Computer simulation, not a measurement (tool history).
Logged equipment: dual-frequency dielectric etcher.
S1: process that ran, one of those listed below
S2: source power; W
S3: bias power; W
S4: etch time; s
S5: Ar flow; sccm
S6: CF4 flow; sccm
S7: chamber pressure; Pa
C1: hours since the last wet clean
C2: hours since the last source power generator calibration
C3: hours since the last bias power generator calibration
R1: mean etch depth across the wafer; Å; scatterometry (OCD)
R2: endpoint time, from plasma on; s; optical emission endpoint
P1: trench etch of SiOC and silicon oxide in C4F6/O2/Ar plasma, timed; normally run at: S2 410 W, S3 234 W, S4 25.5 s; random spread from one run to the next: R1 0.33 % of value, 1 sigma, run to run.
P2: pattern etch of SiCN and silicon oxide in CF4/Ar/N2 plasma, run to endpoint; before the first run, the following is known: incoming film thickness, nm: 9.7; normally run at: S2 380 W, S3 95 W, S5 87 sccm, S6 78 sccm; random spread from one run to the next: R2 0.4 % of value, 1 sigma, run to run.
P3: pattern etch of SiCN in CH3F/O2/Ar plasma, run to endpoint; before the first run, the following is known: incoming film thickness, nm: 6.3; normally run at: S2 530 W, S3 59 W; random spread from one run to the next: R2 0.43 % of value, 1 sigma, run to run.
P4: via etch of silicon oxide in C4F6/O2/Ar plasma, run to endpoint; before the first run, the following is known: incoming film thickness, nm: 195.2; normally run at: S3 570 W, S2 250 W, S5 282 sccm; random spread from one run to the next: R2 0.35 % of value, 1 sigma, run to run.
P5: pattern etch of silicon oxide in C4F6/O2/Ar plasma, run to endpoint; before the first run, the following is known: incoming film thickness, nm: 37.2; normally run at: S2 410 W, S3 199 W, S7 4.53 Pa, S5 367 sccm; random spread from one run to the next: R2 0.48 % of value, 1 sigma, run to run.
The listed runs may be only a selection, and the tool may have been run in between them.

run   hour  S1   S2   S3    S4   S5  S6    S7     C1      C2      C3      R1      R2
  1      8  P1  410  234  25.5                 158.6    1432  1512.3  550.54
  2     15  P4  250  570        334            165.6    1439  1519.3          47.575
  3   21.6  P2  380   78         87  78        172.2  1445.6  1525.9          12.203
  4   27.5  P2  380   95         87  56        178.1  1451.5  1531.8          11.913
  5   38.4  P1  410  234  25.5                   189  1462.4  1542.7   557.2
  6   47.5  P2  380   95         87  78        198.1  1471.5  1551.8          11.435
  7   53.5  P3  530   59                       204.1  1477.5  1557.8          16.016
  8   64.7  P4  350  570        282            215.3  1488.7    1569          41.267
  9   71.5  P5  410  199        367      4.53  222.1  1495.5  1575.8          11.612
 10   83.1  P1  410  234  25.5                 233.7  1507.1  1587.4  551.07
 11   92.5  P2  380   95         87  78        243.1  1516.5  1596.8          11.503
 12  102.8  P2  380   95         57  78        253.4  1526.8  1607.1          10.798
 13  112.6  P5  410  199        462      4.53  263.2  1536.6  1616.9          11.954
 14  119.3  P5  410  199        367       5.8  269.9  1543.3  1623.6          11.944
 15  128.4  P1  410  234    32                   279  1552.4  1632.7  696.82
 16  139.2  P3  530   42                       289.8  1563.2  1643.5          17.723
     140.1  -- bias power generator calibrated
 17  147.9  P5  410  272        367      4.53  298.5  1571.9     7.8          10.504
 18  159.9  P1  540  234  25.5                 310.5  1583.9    19.8  616.57
 19  165.6  P4  250  570        282            316.2  1589.6    25.5          46.797
 20  175.5  P1  410  234    19                 326.1  1599.5    35.4  415.17
 21  185.4  P5  490  199        367      4.53    336  1609.4    45.3          10.806
 22  195.4  P3  410   59                         346  1619.4    55.3          17.521
 23  201.7  P2  280   95         87  78        352.3  1625.7    61.6          14.866
 24  210.8  P1  520  234    16                 361.4  1634.8    70.7   381.7
 25  219.3  P1  410  326    34                 369.9  1643.3    79.2  828.95

Run 26 comes next. What will it give?
 26  227.9  P5  410  199      367      4.53  378.5  1651.9  87.8       ?

Logged for run 26: R2 11.555 s.
